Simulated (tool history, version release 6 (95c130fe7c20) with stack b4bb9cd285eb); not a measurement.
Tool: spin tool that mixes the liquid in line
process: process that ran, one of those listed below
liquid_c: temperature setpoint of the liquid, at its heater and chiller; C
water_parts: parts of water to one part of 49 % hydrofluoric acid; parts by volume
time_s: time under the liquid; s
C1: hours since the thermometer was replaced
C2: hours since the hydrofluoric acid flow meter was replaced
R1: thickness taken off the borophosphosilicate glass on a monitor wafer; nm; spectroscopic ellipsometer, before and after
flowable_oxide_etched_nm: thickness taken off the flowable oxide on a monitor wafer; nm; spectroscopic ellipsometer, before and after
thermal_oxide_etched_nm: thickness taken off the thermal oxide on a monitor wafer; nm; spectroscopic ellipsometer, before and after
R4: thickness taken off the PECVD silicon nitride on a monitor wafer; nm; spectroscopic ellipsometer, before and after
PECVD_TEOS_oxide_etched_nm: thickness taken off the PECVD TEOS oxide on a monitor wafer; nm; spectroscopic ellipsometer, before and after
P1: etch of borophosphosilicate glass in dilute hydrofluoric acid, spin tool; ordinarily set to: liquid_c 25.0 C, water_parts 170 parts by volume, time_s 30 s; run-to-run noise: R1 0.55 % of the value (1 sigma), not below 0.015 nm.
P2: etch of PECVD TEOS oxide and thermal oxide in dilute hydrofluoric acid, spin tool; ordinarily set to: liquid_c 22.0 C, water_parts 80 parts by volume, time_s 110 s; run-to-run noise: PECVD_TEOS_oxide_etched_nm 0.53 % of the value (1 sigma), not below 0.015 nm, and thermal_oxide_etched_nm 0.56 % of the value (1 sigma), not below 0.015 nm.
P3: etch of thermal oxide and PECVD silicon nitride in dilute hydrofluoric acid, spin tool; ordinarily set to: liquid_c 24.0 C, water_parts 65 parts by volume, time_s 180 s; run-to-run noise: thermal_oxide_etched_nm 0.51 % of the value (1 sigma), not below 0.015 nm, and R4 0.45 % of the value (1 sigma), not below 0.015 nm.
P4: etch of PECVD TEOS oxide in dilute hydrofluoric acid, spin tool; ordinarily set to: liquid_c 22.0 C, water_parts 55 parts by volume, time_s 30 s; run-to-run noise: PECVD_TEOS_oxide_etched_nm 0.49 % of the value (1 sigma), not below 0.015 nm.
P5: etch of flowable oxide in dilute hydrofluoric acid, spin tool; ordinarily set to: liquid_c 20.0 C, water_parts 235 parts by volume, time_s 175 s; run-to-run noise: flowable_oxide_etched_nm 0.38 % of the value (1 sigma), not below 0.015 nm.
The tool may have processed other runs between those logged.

{"run": 1, "hour": 8.6, "process": "P1", "liquid_c": 25.0, "water_parts": 170, "time_s": 30, "C1": 948.0, "C2": 823.5, "R1": 9.5704}
{"run": 2, "hour": 16.1, "process": "P5", "liquid_c": 20.0, "water_parts": 60, "time_s": 175, "C1": 955.5, "C2": 831.0, "flowable_oxide_etched_nm": 88.2}
{"run": 3, "hour": 23.6, "process": "P1", "liquid_c": 25.0, "water_parts": 40, "time_s": 30, "C1": 963.0, "C2": 838.5, "R1": 48.042}
{"run": 4, "hour": 28.4, "process": "P3", "liquid_c": 24.0, "water_parts": 110, "time_s": 180, "C1": 967.8, "C2": 843.3, "thermal_oxide_etched_nm": 6.8648, "R4": 6.7912}
{"run": 5, "hour": 36.1, "process": "P1", "liquid_c": 25.0, "water_parts": 170, "time_s": 30, "C1": 975.5, "C2": 851.0, "R1": 9.6442}
{"run": 6, "hour": 46.6, "process": "P2", "liquid_c": 22.0, "water_parts": 80, "time_s": 110, "C1": 986.0, "C2": 861.5, "thermal_oxide_etched_nm": 6.0211, "PECVD_TEOS_oxide_etched_nm": 29.547}
{"run": 7, "hour": 51.5, "process": "P4", "liquid_c": 22.0, "water_parts": 55, "time_s": 30, "C1": 990.9, "C2": 866.4, "PECVD_TEOS_oxide_etched_nm": 15.486}
{"run": 8, "hour": 62.2, "process": "P1", "liquid_c": 32.0, "water_parts": 170, "time_s": 15, "C1": 1001.6, "C2": 877.1, "R1": 6.1639}
{"run": 9, "hour": 68.6, "process": "P1", "liquid_c": 25.0, "water_parts": 250, "time_s": 30, "C1": 1008.0, "C2": 883.5, "R1": 5.9886}
{"run": 10, "hour": 75.3, "process": "P4", "liquid_c": 22.0, "water_parts": 55, "time_s": 30, "C1": 1014.7, "C2": 890.2, "PECVD_TEOS_oxide_etched_nm": 15.448}
{"run": 11, "hour": 81.0, "process": "P2", "liquid_c": 22.0, "water_parts": 80, "time_s": 175, "C1": 1020.4, "C2": 895.9, "thermal_oxide_etched_nm": 9.5834, "PECVD_TEOS_oxide_etched_nm": 47.223}
{"run": 12, "hour": 91.9, "process": "P4", "liquid_c": 22.0, "water_parts": 80, "time_s": 30, "C1": 1031.3, "C2": 906.8, "PECVD_TEOS_oxide_etched_nm": 10.22}
{"run": 13, "hour": 98.9, "process": "P1", "liquid_c": 25.0, "water_parts": 170, "time_s": 60, "C1": 1038.3, "C2": 913.8, "R1": 19.258}
{"run": 14, "hour": 109.4, "process": "P1", "liquid_c": 17.5, "water_parts": 170, "time_s": 30, "C1": 1048.8, "C2": 924.3, "R1": 7.2314}
{"run": 15, "hour": 117.1, "process": "P1", "liquid_c": 25.0, "water_parts": 170, "time_s": 30, "C1": 1056.5, "C2": 932.0, "R1": 9.6195}
{"run": 16, "hour": 124.6, "process": "P3", "liquid_c": 24.0, "water_parts": 65, "time_s": 180, "C1": 1064.0, "C2": 939.5, "thermal_oxide_etched_nm": 12.241, "R4": 11.511}
{"run": 17, "hour": 131.4, "process": "P1", "liquid_c": 25.0, "water_parts": 170, "time_s": 30, "C1": 1070.8, "C2": 946.3, "R1": 9.6484}
{"run": 18, "hour": 142.3, "process": "P3", "liquid_c": 24.0, "water_parts": 65, "time_s": 265, "C1": 1081.7, "C2": 957.2, "thermal_oxide_etched_nm": 17.949, "R4": 17.026}
{"run": 19, "hour": 152.4, "process": "P1", "liquid_c": 25.0, "water_parts": 170, "time_s": 30, "C1": 1091.8, "C2": 967.3, "R1": 9.5943}
{"run": 20, "hour": 160.0, "process": "P5", "liquid_c": 20.0, "water_parts": 235, "time_s": 175, "C1": 1099.4, "C2": 974.9, "flowable_oxide_etched_nm": 18.702}
{"run": 21, "hour": 170.6, "process": "P2", "liquid_c": 30.0, "water_parts": 80, "time_s": 110, "C1": 1110.0, "C2": 985.5, "thermal_oxide_etched_nm": 8.3386, "PECVD_TEOS_oxide_etched_nm": 40.777}
{"run": 22, "hour": 175.9, "process": "P1", "liquid_c": 25.0, "water_parts": 170, "time_s": 30, "C1": 1115.3, "C2": 990.8, "R1": 9.7125}
{"run": 23, "hour": 185.3, "process": "P1", "liquid_c": 25.0, "water_parts": 170, "time_s": 30, "C1": 1124.7, "C2": 1000.2, "R1": 9.6638}
{"run": 24, "hour": 190.4, "process": "P3", "liquid_c": 32.0, "water_parts": 65, "time_s": 180, "C1": 1129.8, "C2": 1005.3, "thermal_oxide_etched_nm": 16.683, "R4": 19.264}
{"run": 25, "hour": 195.6, "process": "P1", "liquid_c": 30.5, "water_parts": 170, "time_s": 30, "C1": 1135.0, "C2": 1010.5, "R1": 11.689}
{"run": 26, "hour": 202.6, "process": "P5", "liquid_c": 20.0, "water_parts": 235, "time_s": 325, "C1": 1142.0, "C2": 1017.5, "flowable_oxide_etched_nm": 34.504}
{"run": 27, "hour": 212.6, "process": "P2", "liquid_c": 22.0, "water_parts": 25, "time_s": 110, "C1": 1152.0, "C2": 1027.5, "thermal_oxide_etched_nm": 21.006, "PECVD_TEOS_oxide_etched_nm": 101.46}
{"run": 28, "hour": 222.0, "process": "P4", "liquid_c": 22.0, "water_parts": 55, "time_s": 60, "C1": 1161.4, "C2": 1036.9, "PECVD_TEOS_oxide_etched_nm": 30.588}
{"run": 29, "hour": 231.6, "process": "P1", "liquid_c": 25.0, "water_parts": 170, "time_s": 15, "C1": 1171.0, "C2": 1046.5, "R1": 4.7681}
{"run": 30, "hour": 239.5, "process": "P1", "liquid_c": 25.0, "water_parts": 300, "time_s": 45, "C1": 1178.9, "C2": 1054.4, "R1": 7.14}
{"run": 31, "hour": 246.9, "process": "P4", "liquid_c": 18.0, "water_parts": 55, "time_s": 30, "C1": 1186.3, "C2": 1061.8, "PECVD_TEOS_oxide_etched_nm": 13.029}
{"run": 32, "hour": 256.0, "process": "P3", "liquid_c": 24.0, "water_parts": 65, "time_s": 180, "C1": 1195.4, "C2": 1070.9, "thermal_oxide_etched_nm": 12.362, "R4": 11.493}
{"run": 33, "hour": 262.7, "process": "P5", "liquid_c": 26.0, "water_parts": 235, "time_s": 175, "C1": 1202.1, "C2": 1077.6, "flowable_oxide_etched_nm": 23.214}
{"run": 34, "hour": 268.0, "process": "P1", "liquid_c": 25.0, "water_parts": 170, "time_s": 30, "C1": 1207.4, "C2": 1082.9, "R1": 9.6672}
{"run": 35, "hour": 276.0, "process": "P1", "liquid_c": 25.0, "water_parts": 170, "time_s": 30, "C1": 1215.4, "C2": 1090.9, "R1": 9.4899}
{"run": 36, "hour": 280.7, "process": "P1", "liquid_c": 25.0, "water_parts": 170, "time_s": 30, "C1": 1220.1, "C2": 1095.6, "R1": 9.2548}
{"run": 37, "hour": 286.6, "process": "P1", "liquid_c": 25.0, "water_parts": 170, "time_s": 30, "C1": 1226.0, "C2": 1101.5, "R1": 9.2778}
{"run": 38, "hour": 294.5, "process": "P1", "liquid_c": 25.0, "water_parts": 170, "time_s": 30, "C1": 1233.9, "C2": 1109.4, "R1": 9.107}
{"run": 39, "hour": 299.3, "process": "P1", "liquid_c": 25.0, "water_parts": 170, "time_s": 30, "C1": 1238.7, "C2": 1114.2, "R1": 9.0799}
{"run": 40, "hour": 308.1, "process": "P1", "liquid_c": 25.0, "water_parts": 170, "time_s": 30, "C1": 1247.5, "C2": 1123.0, "R1": 9.0831}
{"run": 41, "hour": 315.4, "process": "P1", "liquid_c": 25.0, "water_parts": 170, "time_s": 30, "C1": 1254.8, "C2": 1130.3, "R1": 8.9855}
{"run": 42, "hour": 323.6, "process": "P1", "liquid_c": 25.0, "water_parts": 170, "time_s": 30, "C1": 1263.0, "C2": 1138.5, "R1": 8.9791}
{"run": 43, "hour": 334.6, "process": "P1", "liquid_c": 25.0, "water_parts": 170, "time_s": 30, "C1": 1274.0, "C2": 1149.5, "R1": 9.0144}
{"run": 44, "hour": 344.9, "process": "P1", "liquid_c": 25.0, "water_parts": 170, "time_s": 30, "C1": 1284.3, "C2": 1159.8, "R1": 9.0481}

What P1 gives has crept away from where it was. These 2 causes fit the log equally well, each at the size given:
A: liquid colder than its thermometer reads (K) = 1.82
B: hydrofluoric acid flow below the setpoint (%) = 5.53
Creep in the process output first set in at about hour 268.0.

Consider the 4 single-wafer check runs listed below, results given as question marks: which one distinguishes between the causes by giving clearly different results for each?
{"run": "check 1", "hour": 355.2, "process": "P5", "liquid_c": 24.5, "water_parts": 235, "time_s": 295, "flowable_oxide_etched_nm": "?"}
{"run": "check 2", "hour": 355.2, "process": "P4", "liquid_c": 22.0, "water_parts": 80, "time_s": 30, "PECVD_TEOS_oxide_etched_nm": "?"}
{"run": "check 3", "hour": 355.2, "process": "P2", "liquid_c": 26.5, "water_parts": 80, "time_s": 150, "thermal_oxide_etched_nm": "?", "PECVD_TEOS_oxide_etched_nm": "?"}
{"run": "check 4", "hour": 355.2, "process": "P3", "liquid_c": 31.0, "water_parts": 105, "time_s": 180, "thermal_oxide_etched_nm": "?", "R4": "?"}

Predicted outcomes, by check and by cause:
check=check_1 result=flowable_oxide_etched_nm if_A=34.783 if_B=34.605
check=check_2 result=PECVD_TEOS_oxide_etched_nm if_A=9.5203 if_B=9.6405
check=check_3 result=thermal_oxide_etched_nm if_A=9.1885 if_B=9.2721
check=check_3 result=PECVD_TEOS_oxide_etched_nm if_A=45.0480 if_B=45.4580
check=check_4 result=thermal_oxide_etched_nm if_A=8.8216 if_B=8.8409
check=check_4 result=R4 if_A=9.9954 if_B=10.5740
Per-check spread between the two closest causes, in the result where they differ most: check 1 0.51 %; check 2 1.26 %; check 3 0.91 %; check 4 5.63 %
Check 4 is the one run that separates the causes; every other check would come out nearly the same whichever cause is at work.

Here is what check 4 returned: thermal_oxide_etched_nm 8.7748 nm; R4 10.5680 nm. Which cause is it?

The correct cause is B, namely: hydrofluoric acid flow below the setpoint (%).
